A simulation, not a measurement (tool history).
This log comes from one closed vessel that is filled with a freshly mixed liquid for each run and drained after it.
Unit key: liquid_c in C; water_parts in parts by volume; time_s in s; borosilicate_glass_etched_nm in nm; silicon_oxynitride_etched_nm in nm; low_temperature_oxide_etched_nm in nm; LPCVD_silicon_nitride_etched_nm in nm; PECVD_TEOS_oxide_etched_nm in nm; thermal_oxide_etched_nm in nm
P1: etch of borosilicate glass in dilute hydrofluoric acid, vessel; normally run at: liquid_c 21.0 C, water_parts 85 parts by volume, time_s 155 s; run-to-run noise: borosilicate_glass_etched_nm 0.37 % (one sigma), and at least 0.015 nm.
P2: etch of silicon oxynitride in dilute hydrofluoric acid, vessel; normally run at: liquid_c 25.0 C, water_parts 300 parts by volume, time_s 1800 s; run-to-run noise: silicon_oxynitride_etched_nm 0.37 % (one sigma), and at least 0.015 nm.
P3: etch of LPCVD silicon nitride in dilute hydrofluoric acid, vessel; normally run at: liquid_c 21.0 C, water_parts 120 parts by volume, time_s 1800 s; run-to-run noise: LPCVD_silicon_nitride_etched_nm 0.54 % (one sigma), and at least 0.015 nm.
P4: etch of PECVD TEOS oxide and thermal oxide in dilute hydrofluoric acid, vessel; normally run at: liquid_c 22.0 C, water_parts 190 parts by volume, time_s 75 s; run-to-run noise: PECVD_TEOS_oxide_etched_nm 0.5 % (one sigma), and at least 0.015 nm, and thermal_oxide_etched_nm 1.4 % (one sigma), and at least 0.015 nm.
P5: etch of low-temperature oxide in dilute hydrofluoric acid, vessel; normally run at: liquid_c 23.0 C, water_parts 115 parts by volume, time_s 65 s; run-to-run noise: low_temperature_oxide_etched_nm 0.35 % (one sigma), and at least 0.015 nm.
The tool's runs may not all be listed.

run,hour,process,liquid_c,water_parts,time_s,borosilicate_glass_etched_nm,silicon_oxynitride_etched_nm,low_temperature_oxide_etched_nm,LPCVD_silicon_nitride_etched_nm,PECVD_TEOS_oxide_etched_nm,thermal_oxide_etched_nm
1,16.3,P1,21.0,85,155,37.423,,,,,
2,31.3,P2,25.0,300,925,,10.298,,,,
3,43.0,P5,23.0,115,100,,,23.4270,,,
4,58.8,P1,21.0,85,40,9.629,,,,,
5,71.0,P2,25.0,300,1800,,20.080,,,,
6,83.7,P1,21.0,85,155,37.466,,,,,
7,95.4,P5,26.5,115,65,,,17.4470,,,
8,111.8,P3,21.0,200,1800,,,,4.3827,,
9,123.9,P4,28.5,190,75,,,,,6.8063,1.87340
10,141.5,P1,21.0,85,155,37.488,,,,,
11,159.1,P3,21.0,120,3040,,,,12.2170,,
12,172.2,P4,22.0,340,75,,,,,2.5656,0.71243
13,181.5,P1,21.0,85,155,37.717,,,,,
14,193.7,P2,25.0,300,1800,,20.178,,,,
15,212.9,P5,23.0,115,65,,,15.4140,,,
16,221.5,P5,23.0,115,65,,,15.2520,,,
17,235.7,P3,21.0,120,1800,,,,7.2145,,
18,248.6,P1,27.5,85,155,48.389,,,,,
19,260.5,P4,22.0,190,125,,,,,8.9185,2.48600
20,270.3,P1,21.0,85,155,37.409,,,,,
21,289.4,P3,17.0,120,1800,,,,5.5339,,
22,303.2,P1,21.0,85,155,37.350,,,,,
23,317.8,P4,22.0,190,75,,,,,5.3409,1.44990
24,336.0,P1,21.0,85,280,67.766,,,,,
25,353.6,P3,21.0,120,1800,,,,7.2206,,
26,369.8,P1,17.0,140,155,18.170,,,,,
27,383.4,P2,25.0,95,1800,,74.078,,,,
28,392.9,P2,19.5,300,1800,,15.851,,,,
29,409.6,P5,23.0,185,65,,,8.8356,,,
30,427.4,P1,17.0,85,155,31.773,,,,,
31,439.9,P1,21.0,30,155,113.530,,,,,
32,449.8,P1,21.0,125,155,24.453,,,,,
33,459.8,P1,21.0,85,155,37.338,,,,,
34,478.9,P1,21.0,85,155,39.102,,,,,
35,495.4,P1,21.0,85,155,39.552,,,,,
36,506.8,P1,21.0,85,155,40.201,,,,,
37,525.7,P1,21.0,85,155,40.260,,,,,
38,543.7,P1,21.0,85,155,40.346,,,,,
39,562.1,P1,21.0,85,155,40.447,,,,,

Compared with where it was, what P1 gives has crept away. Each cause listed below fits the log as well as the rest, at the size given for it:
A: hydrofluoric acid flow above the setpoint (%) = 7.47
B: liquid hotter than its thermometer reads (K) = 1.94
The gradual shift began around hour 459.8.

Each of the 4 check runs below uses one wafer; its results are left as question marks. Which run tells the causes apart?
check 1,580.5,P2,25.0,300,1800,,?,,,,
check 2,580.5,P5,23.0,115,65,,,?,,,
check 3,580.5,P3,21.0,120,1800,,,,?,,
check 4,580.5,P4,22.0,190,75,,,,,?,?

What every check run would give for each of its results, assuming each possible cause in turn:
check,result,if A,if B
check 1,silicon_oxynitride_etched_nm,21.897,21.756
check 2,low_temperature_oxide_etched_nm,16.5810,16.4920
check 3,LPCVD_silicon_nitride_etched_nm,7.7816,8.2498
check 4,PECVD_TEOS_oxide_etched_nm,5.8135,5.7390
check 4,thermal_oxide_etched_nm,1.61570,1.59500
Per check, the gap between the least separated pair of causes, taken in the result that splits them most: check 1 0.65 %; check 2 0.54 %; check 3 5.84 %; check 4 1.29 %
Only check 3 tells the causes apart: in the others they would give nearly the same result.

With check 3 done, the readings were: LPCVD_silicon_nitride_etched_nm 7.8033 nm. Identify which of the listed causes applies.

It was cause A: hydrofluoric acid flow above the setpoint (%).
